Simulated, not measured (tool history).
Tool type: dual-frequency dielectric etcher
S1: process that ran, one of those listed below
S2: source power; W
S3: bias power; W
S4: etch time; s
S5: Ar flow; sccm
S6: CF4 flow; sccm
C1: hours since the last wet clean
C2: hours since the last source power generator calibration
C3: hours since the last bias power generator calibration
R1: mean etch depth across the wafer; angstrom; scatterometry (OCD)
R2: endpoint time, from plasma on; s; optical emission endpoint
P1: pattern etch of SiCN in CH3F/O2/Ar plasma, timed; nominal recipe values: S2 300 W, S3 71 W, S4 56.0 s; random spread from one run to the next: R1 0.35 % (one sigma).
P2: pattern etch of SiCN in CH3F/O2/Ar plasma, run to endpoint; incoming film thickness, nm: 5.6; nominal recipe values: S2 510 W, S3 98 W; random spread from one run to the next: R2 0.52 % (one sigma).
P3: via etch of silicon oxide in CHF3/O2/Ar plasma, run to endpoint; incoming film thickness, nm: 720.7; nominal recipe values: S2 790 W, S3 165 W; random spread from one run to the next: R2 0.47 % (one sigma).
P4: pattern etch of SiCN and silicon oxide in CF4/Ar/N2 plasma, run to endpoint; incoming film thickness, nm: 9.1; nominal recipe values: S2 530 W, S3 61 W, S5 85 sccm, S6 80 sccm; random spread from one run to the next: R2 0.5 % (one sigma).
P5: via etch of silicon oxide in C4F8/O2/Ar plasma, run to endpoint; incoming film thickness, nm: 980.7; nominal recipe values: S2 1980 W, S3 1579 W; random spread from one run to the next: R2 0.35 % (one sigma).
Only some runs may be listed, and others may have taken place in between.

{"run": 1, "day": 0.371, "S1": "P1", "S2": 300, "S3": 71, "S4": 56.0, "C1": 105.5, "C2": 712.1, "C3": 1608.1, "R1": 186.81}
{"run": 2, "day": 0.725, "S1": "P1", "S2": 300, "S3": 71, "S4": 56.0, "C1": 114.0, "C2": 720.6, "C3": 1616.6, "R1": 187.9}
{"run": 3, "day": 1.054, "S1": "P1", "S2": 300, "S3": 88, "S4": 56.0, "C1": 121.9, "C2": 728.5, "C3": 1624.5, "R1": 201.24}
{"run": 4, "day": 1.338, "S1": "P3", "S2": 460, "S3": 165, "C1": 128.7, "C2": 735.3, "C3": 1631.3, "R2": 412.49}
{"run": 5, "day": 1.525, "S1": "P1", "S2": 190, "S3": 100, "S4": 56.0, "C1": 133.2, "C2": 739.8, "C3": 1635.8, "R1": 180.13}
{"run": 6, "day": 1.867, "S1": "P4", "S2": 530, "S3": 61, "S5": 85, "S6": 62, "C1": 141.4, "C2": 748.0, "C3": 1644.0, "R2": 9.7928}
{"run": 7, "day": 2.071, "S1": "P4", "S2": 680, "S3": 61, "S5": 85, "S6": 80, "C1": 146.3, "C2": 752.9, "C3": 1648.9, "R2": 7.549}
{"run": 8, "day": 2.258, "S1": "P4", "S2": 530, "S3": 61, "S5": 66, "S6": 80, "C1": 150.8, "C2": 757.4, "C3": 1653.4, "R2": 9.0239}
{"run": 9, "day": 2.546, "S1": "P2", "S2": 510, "S3": 128, "C1": 157.7, "C2": 764.3, "C3": 1660.3, "R2": 11.007}
{"run": 10, "day": 2.775, "S1": "P1", "S2": 300, "S3": 71, "S4": 56.0, "C1": 163.2, "C2": 769.8, "C3": 1665.8, "R1": 187.04}
{"run": 11, "day": 2.979, "S1": "P1", "S2": 300, "S3": 71, "S4": 56.0, "C1": 168.1, "C2": 774.7, "C3": 1670.7, "R1": 187.08}
{"run": 12, "day": 3.288, "S1": "P2", "S2": 300, "S3": 98, "C1": 175.5, "C2": 782.1, "C3": 1678.1, "R2": 15.048}
{"run": 13, "day": 3.579, "S1": "P5", "S2": 1980, "S3": 2037, "C1": 182.5, "C2": 789.1, "C3": 1685.1, "R2": 195.04}
{"run": 14, "day": 3.796, "S1": "P4", "S2": 530, "S3": 61, "S5": 85, "S6": 80, "C1": 187.7, "C2": 794.3, "C3": 1690.3, "R2": 9.4223}
{"run": 15, "day": 4.075, "S1": "P5", "S2": 1980, "S3": 1579, "C1": 194.4, "C2": 801.0, "C3": 1697.0, "R2": 209.32}
{"run": 16, "day": 4.375, "S1": "P4", "S2": 530, "S3": 37, "S5": 85, "S6": 80, "C1": 201.6, "C2": 808.2, "C3": 1704.2, "R2": 10.895}
{"run": 17, "day": 4.721, "S1": "P1", "S2": 300, "S3": 71, "S4": 56.0, "C1": 209.9, "C2": 816.5, "C3": 1712.5, "R1": 187.71}
{"run": 18, "day": 5.042, "S1": "P5", "S2": 2430, "S3": 1579, "C1": 217.6, "C2": 824.2, "C3": 1720.2, "R2": 192.35}
{"run": 19, "day": 5.312, "S1": "P3", "S2": 790, "S3": 165, "C1": 224.1, "C2": 830.7, "C3": 1726.7, "R2": 334.57}
{"run": 20, "day": 5.512, "S1": "P1", "S2": 430, "S3": 71, "S4": 56.0, "C1": 228.9, "C2": 835.5, "C3": 1731.5, "R1": 215.05}
{"run": 21, "day": 5.867, "S1": "P4", "S2": 530, "S3": 61, "S5": 85, "S6": 80, "C1": 237.4, "C2": 844.0, "C3": 1740.0, "R2": 9.4144}
{"run": 22, "day": 6.042, "S1": "P1", "S2": 190, "S3": 71, "S4": 56.0, "C1": 241.6, "C2": 848.2, "C3": 1744.2, "R1": 158.37}
{"run": 23, "day": 6.246, "S1": "P1", "S2": 300, "S3": 71, "S4": 39.5, "C1": 246.5, "C2": 853.1, "C3": 1749.1, "R1": 132.13}
{"run": 24, "day": 6.483, "S1": "P2", "S2": 510, "S3": 98, "C1": 252.2, "C2": 858.8, "C3": 1754.8, "R2": 12.21}
{"run": 25, "day": 6.804, "S1": "P3", "S2": 790, "S3": 108, "C1": 259.9, "C2": 866.5, "C3": 1762.5, "R2": 378.0}

Run 26 has not been measured yet. What should we expect?
{"run": 26, "day": 7.079, "S1": "P3", "S2": 790, "S3": 165, "C1": 266.5, "C2": 873.1, "C3": 1769.1, "R2": "?"}

Run 26 yielded R2 334.7800 s.

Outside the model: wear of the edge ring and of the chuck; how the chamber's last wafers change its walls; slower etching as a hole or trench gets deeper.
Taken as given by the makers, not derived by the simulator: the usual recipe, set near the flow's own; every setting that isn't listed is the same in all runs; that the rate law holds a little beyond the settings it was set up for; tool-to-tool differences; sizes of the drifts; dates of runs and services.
